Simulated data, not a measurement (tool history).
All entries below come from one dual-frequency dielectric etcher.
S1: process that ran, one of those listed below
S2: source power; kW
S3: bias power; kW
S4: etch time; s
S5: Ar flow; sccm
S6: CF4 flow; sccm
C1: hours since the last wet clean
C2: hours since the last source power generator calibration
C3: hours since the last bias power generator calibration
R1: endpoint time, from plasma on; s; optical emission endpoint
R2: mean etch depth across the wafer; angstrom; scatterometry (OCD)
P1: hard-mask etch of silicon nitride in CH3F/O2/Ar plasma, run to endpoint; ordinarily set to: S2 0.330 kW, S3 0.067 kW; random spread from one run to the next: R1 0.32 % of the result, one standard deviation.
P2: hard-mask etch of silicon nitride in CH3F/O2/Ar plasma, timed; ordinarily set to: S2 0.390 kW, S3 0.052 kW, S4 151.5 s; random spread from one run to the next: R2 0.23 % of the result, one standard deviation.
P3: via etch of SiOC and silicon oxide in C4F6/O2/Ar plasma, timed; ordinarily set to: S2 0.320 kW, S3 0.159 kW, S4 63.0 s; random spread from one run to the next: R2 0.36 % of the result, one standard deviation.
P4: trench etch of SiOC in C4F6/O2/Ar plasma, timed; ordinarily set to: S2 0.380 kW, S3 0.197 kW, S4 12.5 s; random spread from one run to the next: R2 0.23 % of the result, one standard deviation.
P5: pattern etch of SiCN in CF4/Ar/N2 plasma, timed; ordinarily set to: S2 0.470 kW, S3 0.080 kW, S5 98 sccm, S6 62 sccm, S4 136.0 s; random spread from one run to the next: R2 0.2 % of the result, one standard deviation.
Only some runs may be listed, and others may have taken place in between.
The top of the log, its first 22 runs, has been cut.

run	hour	S1	S2	S3	S4	S5	S6	C1	C2	C3	R1	R2
23	270.4	P1	0.330	0.081				206.3	2989.2	822.1	70.200	
24	278.4	P1	0.400	0.067				214.3	2997.2	830.1	69.288	
25	293.1	P2	0.390	0.065	151.5			229.0	3011.9	844.8		981.96
26	300.6	P2	0.300	0.052	151.5			236.5	3019.4	852.3		822.03
27	308.5	P4	0.380	0.197	12.5			244.4	3027.3	860.2		266.47
28	319.1	P5	0.470	0.047	136.0	98	62	255.0	3037.9	870.8		1025.40
29	326.9	P3	0.420	0.159	63.0			262.8	3045.7	878.6		676.80
30	339.5	P2	0.390	0.052	151.5			275.4	3058.3	891.2		911.35
31	351.6	P5	0.470	0.080	136.0	98	79	287.5	3070.4	903.3		1276.00
32	365.1	P1	0.330	0.067				301.0	3083.9	916.8	75.317	
33	376.6	P3	0.320	0.159	85.5			312.5	3095.4	928.3		826.53
34	390.6	P5	0.470	0.080	136.0	116	62	326.5	3109.4	942.3		1196.40
35	399.5	P1	0.230	0.056				335.4	3118.3	951.2	91.789	
36	409.1	P1	0.330	0.067				345.0	3127.9	960.8	74.936	
37	418.9	P1	0.330	0.067				354.8	3137.7	970.6	75.705	
38	435.0	P1	0.330	0.067				370.9	3153.8	986.7	75.314	
39	447.3	P1	0.330	0.067				383.2	3166.1	999.0	75.848	
40	456.6	P1	0.330	0.067				392.5	3175.4	1008.3	76.146	
41	468.7	P1	0.330	0.067				404.6	3187.5	1020.4	76.414	
# hour 469.3: wet clean of the chamber
42	476.5	P1	0.330	0.067				7.3	3195.3	1028.2	76.213	
43	490.3	P1	0.330	0.067				21.1	3209.1	1042.0	75.816	

What does the tool deliver on the next run?
44	506.5	P1	0.330	0.067				37.3	3225.3	1058.2	?	

{"run 44": {"R1": 75.735}}

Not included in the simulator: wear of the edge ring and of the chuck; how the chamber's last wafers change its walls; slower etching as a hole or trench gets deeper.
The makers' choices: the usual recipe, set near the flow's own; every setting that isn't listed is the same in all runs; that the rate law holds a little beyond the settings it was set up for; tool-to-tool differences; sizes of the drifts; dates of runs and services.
